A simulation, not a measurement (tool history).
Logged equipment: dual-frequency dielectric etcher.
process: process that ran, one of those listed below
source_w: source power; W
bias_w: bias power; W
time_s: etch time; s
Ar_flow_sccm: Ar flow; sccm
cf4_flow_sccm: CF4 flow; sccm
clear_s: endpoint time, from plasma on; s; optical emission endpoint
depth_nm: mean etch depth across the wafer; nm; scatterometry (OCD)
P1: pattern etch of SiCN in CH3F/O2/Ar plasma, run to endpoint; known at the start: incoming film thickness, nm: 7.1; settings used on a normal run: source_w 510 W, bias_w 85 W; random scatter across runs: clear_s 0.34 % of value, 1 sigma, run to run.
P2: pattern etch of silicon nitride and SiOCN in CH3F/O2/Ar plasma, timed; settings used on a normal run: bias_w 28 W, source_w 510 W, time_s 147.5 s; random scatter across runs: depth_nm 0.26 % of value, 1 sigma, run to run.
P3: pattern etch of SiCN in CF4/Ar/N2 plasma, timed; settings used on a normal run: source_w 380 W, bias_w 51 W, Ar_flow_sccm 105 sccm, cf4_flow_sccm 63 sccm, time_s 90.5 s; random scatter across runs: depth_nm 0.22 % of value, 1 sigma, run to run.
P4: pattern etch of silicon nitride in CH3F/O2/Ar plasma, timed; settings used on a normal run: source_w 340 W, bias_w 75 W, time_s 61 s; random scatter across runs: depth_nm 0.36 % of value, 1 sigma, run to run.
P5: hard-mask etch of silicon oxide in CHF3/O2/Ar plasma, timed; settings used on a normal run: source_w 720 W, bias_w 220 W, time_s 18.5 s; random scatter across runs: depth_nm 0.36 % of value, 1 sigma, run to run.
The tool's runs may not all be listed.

Run 1, day 0.446: process P1, source_w 510 W, bias_w 85 W. Result: clear_s 16.498 s.
Run 2, day 1.071: process P5, source_w 590 W, bias_w 220 W, time_s 18.5 s. Result: depth_nm 39.661 nm.
Run 3, day 1.458: process P1, source_w 510 W, bias_w 85 W. Result: clear_s 16.516 s.
Run 4, day 2.021: process P1, source_w 330 W, bias_w 85 W. Result: clear_s 19.552 s.
Run 5, day 2.538: process P4, source_w 340 W, bias_w 75 W, time_s 79.5 s. Result: depth_nm 54.262 nm.
Run 6, day 3.096: process P4, source_w 410 W, bias_w 75 W, time_s 61 s. Result: depth_nm 44.512 nm.
Run 7, day 3.75: process P1, source_w 620 W, bias_w 110 W. Result: clear_s 13.934 s.
Run 8, day 4.3: process P3, source_w 380 W, bias_w 51 W, time_s 90.5 s, Ar_flow_sccm 105 sccm, cf4_flow_sccm 63 sccm. Result: depth_nm 56.073 nm.
Run 9, day 5.033: process P5, source_w 720 W, bias_w 220 W, time_s 18.5 s. Result: depth_nm 42.876 nm.
Run 10, day 5.646: process P2, source_w 510 W, bias_w 28 W, time_s 147.5 s. Result: depth_nm 23.325 nm.
Run 11, day 6.308: process P1, source_w 700 W, bias_w 118 W. Result: clear_s 13.079 s.
Run 12, day 6.725: process P2, source_w 510 W, bias_w 34 W, time_s 147.5 s. Result: depth_nm 25.579 nm.
Run 13, day 7.475: process P3, source_w 380 W, bias_w 51 W, time_s 90.5 s, Ar_flow_sccm 105 sccm, cf4_flow_sccm 63 sccm. Result: depth_nm 55.968 nm.
Run 14, day 8.033: process P5, source_w 720 W, bias_w 263 W, time_s 18.5 s. Result: depth_nm 45.673 nm.
Run 15, day 8.6: process P1, source_w 710 W, bias_w 66 W. Result: clear_s 15.962 s.
Run 16, day 8.958: process P5, source_w 720 W, bias_w 220 W, time_s 18.5 s. Result: depth_nm 42.891 nm.
Run 17, day 9.625: process P2, source_w 510 W, bias_w 28 W, time_s 114.5 s. Result: depth_nm 18.045 nm.
Run 18, day 10.412: process P2, source_w 380 W, bias_w 28 W, time_s 147.5 s. Result: depth_nm 21.122 nm.
Run 19, day 10.962: process P1, source_w 510 W, bias_w 53 W. Result: clear_s 19.4 s.
Run 20, day 11.696: process P5, source_w 720 W, bias_w 220 W, time_s 12.5 s. Result: depth_nm 28.828 nm.
Run 21, day 12.108: process P1, source_w 510 W, bias_w 85 W. Result: clear_s 16.541 s.
Run 22, day 12.508: process P4, source_w 340 W, bias_w 49 W, time_s 61 s. Result: depth_nm 36.055 nm.

Forecast run 23:
Run 23, day 13.046: process P1, source_w 510 W, bias_w 85 W. Result: clear_s ?.

{"run 23": {"clear_s": 16.564}}
